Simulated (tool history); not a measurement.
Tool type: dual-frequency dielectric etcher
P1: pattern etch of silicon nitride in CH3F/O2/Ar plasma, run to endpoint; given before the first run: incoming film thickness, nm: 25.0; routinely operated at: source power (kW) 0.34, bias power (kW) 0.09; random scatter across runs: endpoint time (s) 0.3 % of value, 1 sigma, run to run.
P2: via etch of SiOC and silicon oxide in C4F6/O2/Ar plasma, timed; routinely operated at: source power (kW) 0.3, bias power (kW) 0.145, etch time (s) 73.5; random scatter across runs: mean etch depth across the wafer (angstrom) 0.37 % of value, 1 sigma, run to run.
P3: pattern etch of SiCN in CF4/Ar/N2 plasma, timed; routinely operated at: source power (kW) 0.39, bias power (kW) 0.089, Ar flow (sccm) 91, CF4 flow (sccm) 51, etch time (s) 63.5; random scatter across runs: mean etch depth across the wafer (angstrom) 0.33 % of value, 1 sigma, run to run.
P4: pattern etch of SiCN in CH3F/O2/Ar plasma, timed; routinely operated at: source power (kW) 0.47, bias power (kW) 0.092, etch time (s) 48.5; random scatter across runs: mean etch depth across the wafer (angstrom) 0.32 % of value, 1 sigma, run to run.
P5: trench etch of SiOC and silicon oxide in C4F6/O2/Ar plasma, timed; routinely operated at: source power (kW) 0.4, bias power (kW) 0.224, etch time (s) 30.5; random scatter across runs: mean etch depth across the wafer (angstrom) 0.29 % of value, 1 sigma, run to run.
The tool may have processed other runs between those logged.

run,hour,process that ran,source power (kW),bias power (kW),etch time (s),Ar flow (sccm),CF4 flow (sccm),hours since the last wet clean,hours since the last source power generator calibration,hours since the last bias power generator calibration,endpoint time (s),mean etch depth across the wafer (angstrom)
1,3.2,P1,0.34,0.09,,,,342.2,1863.7,2084.9,35.2,
2,7.1,P1,0.22,0.066,,,,346.1,1867.6,2088.8,46.379,
3,10.8,P1,0.34,0.117,,,,349.8,1871.3,2092.5,31.895,
4,14.3,P5,0.4,0.176,30.5,,,353.3,1874.8,2096,,592.53
5,19.7,P3,0.39,0.119,63.5,91,51,358.7,1880.2,2101.4,,564.37
6,23.6,P3,0.39,0.089,63.5,91,66,362.6,1884.1,2105.3,,523.46
7,28.5,P2,0.3,0.192,73.5,,,367.5,1889,2110.2,,751.41
8,34.7,P1,0.43,0.09,,,,373.7,1895.2,2116.4,32.276,
9,40,P5,0.4,0.224,17.5,,,379,1900.5,2121.7,,366.67
10,42.9,P4,0.47,0.092,48.5,,,381.9,1903.4,2124.6,,212.36
11,47.2,P2,0.17,0.145,73.5,,,386.2,1907.7,2128.9,,548.66
12,53.1,P1,0.34,0.09,,,,392.1,1913.6,2134.8,35.168,
13,57.8,P4,0.47,0.092,65,,,396.8,1918.3,2139.5,,285.69
14,61.8,P1,0.34,0.09,,,,400.8,1922.3,2143.5,35.273,
15,65.6,P1,0.25,0.09,,,,404.6,1926.1,2147.3,39.433,
16,69.3,P5,0.4,0.224,30.5,,,408.3,1929.8,2151,,636.48
17,75.7,P3,0.39,0.089,37,91,51,414.7,1936.2,2157.4,,293.7
18,81.4,P4,0.47,0.13,48.5,,,420.4,1941.9,2163.1,,242.88
19,86.4,P4,0.47,0.092,48.5,,,425.4,1946.9,2168.1,,213.99
# hour 89: wet clean of the chamber
20,90.4,P3,0.39,0.089,63.5,61,51,1.4,1950.9,2172.1,,532.58
21,94.5,P1,0.34,0.09,,,,5.5,1955,2176.2,35.239,
22,100.9,P3,0.39,0.089,63.5,91,51,11.9,1961.4,2182.6,,508.08
23,105.4,P1,0.34,0.072,,,,16.4,1965.9,2187.1,38.291,
24,111.3,P2,0.3,0.145,40.5,,,22.3,1971.8,2193,,377.88
25,114.4,P3,0.39,0.089,63.5,91,51,25.4,1974.9,2196.1,,509.07
26,119.2,P5,0.31,0.224,30.5,,,30.2,1979.7,2200.9,,579.7

What will run 27 give?
27,124.1,P4,0.33,0.092,48.5,,,35.1,1984.6,2205.8,,?

mean etch depth across the wafer (angstrom): 187.32

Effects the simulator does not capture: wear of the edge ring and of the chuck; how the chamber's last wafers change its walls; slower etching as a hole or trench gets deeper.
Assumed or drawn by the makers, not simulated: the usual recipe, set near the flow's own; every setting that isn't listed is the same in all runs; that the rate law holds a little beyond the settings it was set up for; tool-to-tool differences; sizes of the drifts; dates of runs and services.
